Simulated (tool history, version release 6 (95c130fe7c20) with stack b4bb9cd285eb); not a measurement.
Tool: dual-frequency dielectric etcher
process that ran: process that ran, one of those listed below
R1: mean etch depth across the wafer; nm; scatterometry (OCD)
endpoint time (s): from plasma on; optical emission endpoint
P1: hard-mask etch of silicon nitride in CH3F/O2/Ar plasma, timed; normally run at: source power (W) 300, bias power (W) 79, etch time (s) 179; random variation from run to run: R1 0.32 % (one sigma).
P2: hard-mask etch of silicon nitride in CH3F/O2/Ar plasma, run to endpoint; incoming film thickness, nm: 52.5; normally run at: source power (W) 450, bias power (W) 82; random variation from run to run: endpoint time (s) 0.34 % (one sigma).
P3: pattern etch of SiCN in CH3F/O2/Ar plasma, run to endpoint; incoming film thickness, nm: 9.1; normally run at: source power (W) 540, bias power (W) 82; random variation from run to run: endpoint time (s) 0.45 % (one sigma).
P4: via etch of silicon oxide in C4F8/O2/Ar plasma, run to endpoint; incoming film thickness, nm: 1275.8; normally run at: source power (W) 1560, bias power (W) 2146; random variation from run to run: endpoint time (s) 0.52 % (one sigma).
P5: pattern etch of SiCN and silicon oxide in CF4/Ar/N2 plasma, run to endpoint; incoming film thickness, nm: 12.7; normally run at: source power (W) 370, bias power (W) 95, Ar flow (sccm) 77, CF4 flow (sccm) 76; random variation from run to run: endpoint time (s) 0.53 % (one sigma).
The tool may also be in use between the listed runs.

{"run": 1, "hour": 3.6, "process that ran": "P1", "source power (W)": 300, "bias power (W)": 79, "etch time (s)": 179, "R1": 117.9}
{"run": 2, "hour": 9.5, "process that ran": "P2", "source power (W)": 330, "bias power (W)": 82, "endpoint time (s)": 75.92}
{"run": 3, "hour": 12.5, "process that ran": "P1", "source power (W)": 300, "bias power (W)": 104, "etch time (s)": 179, "R1": 129.51}
{"run": 4, "hour": 17.5, "process that ran": "P1", "source power (W)": 300, "bias power (W)": 79, "etch time (s)": 179, "R1": 117.85}
{"run": 5, "hour": 21.0, "process that ran": "P3", "source power (W)": 540, "bias power (W)": 59, "endpoint time (s)": 24.113}
{"run": 6, "hour": 26.6, "process that ran": "P5", "source power (W)": 370, "bias power (W)": 55, "Ar flow (sccm)": 77, "CF4 flow (sccm)": 76, "endpoint time (s)": 17.977}
{"run": 7, "hour": 31.3, "process that ran": "P2", "source power (W)": 450, "bias power (W)": 82, "endpoint time (s)": 67.555}
{"run": 8, "hour": 34.8, "process that ran": "P1", "source power (W)": 300, "bias power (W)": 109, "etch time (s)": 238, "R1": 175.8}
{"run": 9, "hour": 38.7, "process that ran": "P1", "source power (W)": 300, "bias power (W)": 99, "etch time (s)": 122, "R1": 87.178}
{"run": 10, "hour": 43.1, "process that ran": "P2", "source power (W)": 450, "bias power (W)": 82, "endpoint time (s)": 67.419}
{"run": 11, "hour": 48.7, "process that ran": "P1", "source power (W)": 300, "bias power (W)": 79, "etch time (s)": 179, "R1": 117.88}
{"run": 12, "hour": 53.5, "process that ran": "P5", "source power (W)": 490, "bias power (W)": 95, "Ar flow (sccm)": 77, "CF4 flow (sccm)": 76, "endpoint time (s)": 11.778}
{"run": 13, "hour": 57.1, "process that ran": "P1", "source power (W)": 300, "bias power (W)": 79, "etch time (s)": 179, "R1": 117.41}
{"run": 14, "hour": 60.9, "process that ran": "P2", "source power (W)": 450, "bias power (W)": 53, "endpoint time (s)": 77.958}
{"run": 15, "hour": 66.7, "process that ran": "P5", "source power (W)": 370, "bias power (W)": 95, "Ar flow (sccm)": 100, "CF4 flow (sccm)": 76, "endpoint time (s)": 15.696}
{"run": 16, "hour": 72.4, "process that ran": "P1", "source power (W)": 300, "bias power (W)": 79, "etch time (s)": 235, "R1": 154.26}
{"run": 17, "hour": 77.8, "process that ran": "P5", "source power (W)": 370, "bias power (W)": 95, "Ar flow (sccm)": 77, "CF4 flow (sccm)": 92, "endpoint time (s)": 14.85}
{"run": 18, "hour": 81.6, "process that ran": "P3", "source power (W)": 540, "bias power (W)": 82, "endpoint time (s)": 21.324}
{"run": 19, "hour": 85.8, "process that ran": "P4", "source power (W)": 1840, "bias power (W)": 2146, "endpoint time (s)": 256.85}
{"run": 20, "hour": 89.3, "process that ran": "P1", "source power (W)": 300, "bias power (W)": 79, "etch time (s)": 126, "R1": 83.159}
{"run": 21, "hour": 93.1, "process that ran": "P3", "source power (W)": 540, "bias power (W)": 82, "endpoint time (s)": 21.454}
{"run": 22, "hour": 95.9, "process that ran": "P1", "source power (W)": 380, "bias power (W)": 79, "etch time (s)": 179, "R1": 129.58}
{"run": 23, "hour": 101.8, "process that ran": "P1", "source power (W)": 300, "bias power (W)": 79, "etch time (s)": 179, "R1": 118.03}
{"run": 24, "hour": 105.4, "process that ran": "P4", "source power (W)": 1560, "bias power (W)": 2146, "endpoint time (s)": 268.82}
{"run": 25, "hour": 109.7, "process that ran": "P5", "source power (W)": 370, "bias power (W)": 95, "Ar flow (sccm)": 77, "CF4 flow (sccm)": 76, "endpoint time (s)": 15.098}
{"run": 26, "hour": 113.5, "process that ran": "P1", "source power (W)": 300, "bias power (W)": 48, "etch time (s)": 179, "R1": 99.435}
{"run": 27, "hour": 118.8, "process that ran": "P1", "source power (W)": 230, "bias power (W)": 79, "etch time (s)": 228.5, "R1": 136.13}
{"run": 28, "hour": 124.0, "process that ran": "P1", "source power (W)": 300, "bias power (W)": 79, "etch time (s)": 179, "R1": 117.11}
{"run": 29, "hour": 128.4, "process that ran": "P4", "source power (W)": 1560, "bias power (W)": 1668, "endpoint time (s)": 289.53}
{"run": 30, "hour": 133.5, "process that ran": "P1", "source power (W)": 180, "bias power (W)": 79, "etch time (s)": 179, "R1": 97.085}
{"run": 31, "hour": 138.1, "process that ran": "P3", "source power (W)": 670, "bias power (W)": 82, "endpoint time (s)": 19.615}
{"run": 32, "hour": 143.8, "process that ran": "P1", "source power (W)": 300, "bias power (W)": 79, "etch time (s)": 179, "R1": 117.62}
{"run": 33, "hour": 148.0, "process that ran": "P1", "source power (W)": 300, "bias power (W)": 79, "etch time (s)": 179, "R1": 118.96}
{"run": 34, "hour": 151.6, "process that ran": "P1", "source power (W)": 300, "bias power (W)": 79, "etch time (s)": 179, "R1": 118.74}
{"run": 35, "hour": 154.8, "process that ran": "P1", "source power (W)": 300, "bias power (W)": 79, "etch time (s)": 179, "R1": 119}
{"run": 36, "hour": 159.0, "process that ran": "P1", "source power (W)": 300, "bias power (W)": 79, "etch time (s)": 179, "R1": 119.15}
{"run": 37, "hour": 161.9, "process that ran": "P1", "source power (W)": 300, "bias power (W)": 79, "etch time (s)": 179, "R1": 119.67}
{"hour": 165.5, "done": "wet clean of the chamber"}
{"run": 38, "hour": 167.1, "process that ran": "P1", "source power (W)": 300, "bias power (W)": 79, "etch time (s)": 179, "R1": 119.4}
{"run": 39, "hour": 170.1, "process that ran": "P1", "source power (W)": 300, "bias power (W)": 79, "etch time (s)": 179, "R1": 119.95}
{"run": 40, "hour": 174.0, "process that ran": "P1", "source power (W)": 300, "bias power (W)": 79, "etch time (s)": 179, "R1": 119.54}
{"run": 41, "hour": 180.0, "process that ran": "P1", "source power (W)": 300, "bias power (W)": 79, "etch time (s)": 179, "R1": 119.56}

What P1 gives has crept away from where it was. These 2 causes fit the log equally well, each at the size given:
A: source power that arrives over what is set, % = 4.41
B: bias power that arrives over what is set, % = 4.61
The creep began at about hour 143.8.
Why every other cause is out:
chamber walls in a state that raises the etch rate, %: serviced at hour 165.5, which brought nothing back

4 check runs are offered, each on 3 wafers whose results are averaged, their results left as question marks. Which one tells the causes apart?
{"run": "check 1", "hour": 186.0, "process that ran": "P3", "source power (W)": 540, "bias power (W)": 82, "endpoint time (s)": "?"}
{"run": "check 2", "hour": 186.0, "process that ran": "P2", "source power (W)": 450, "bias power (W)": 82, "endpoint time (s)": "?"}
{"run": "check 3", "hour": 186.0, "process that ran": "P4", "source power (W)": 1560, "bias power (W)": 2146, "endpoint time (s)": "?"}
{"run": "check 4", "hour": 186.0, "process that ran": "P5", "source power (W)": 370, "bias power (W)": 95, "Ar flow (sccm)": 77, "CF4 flow (sccm)": 76, "endpoint time (s)": "?"}

What each check would give under each cause:
check=check_1 result=endpoint_time_(s) if_A=21.119 if_B=21.121
check=check_2 result=endpoint_time_(s) if_A=66.589 if_B=66.62
check=check_3 result=endpoint_time_(s) if_A=265.47 if_B=266.45
check=check_4 result=endpoint_time_(s) if_A=14.535 if_B=14.863
How far apart the two closest causes lie, in the result that separates them most: check 1 0.01 %; check 2 0.05 %; check 3 0.37 %; check 4 2.23 %
Check 4 tells the causes apart: in the others they would give nearly the same result.

Then check 4 was run and gave: endpoint time (s) 14.873. Which cause is it?

It is B: bias power that arrives over what is set, %.

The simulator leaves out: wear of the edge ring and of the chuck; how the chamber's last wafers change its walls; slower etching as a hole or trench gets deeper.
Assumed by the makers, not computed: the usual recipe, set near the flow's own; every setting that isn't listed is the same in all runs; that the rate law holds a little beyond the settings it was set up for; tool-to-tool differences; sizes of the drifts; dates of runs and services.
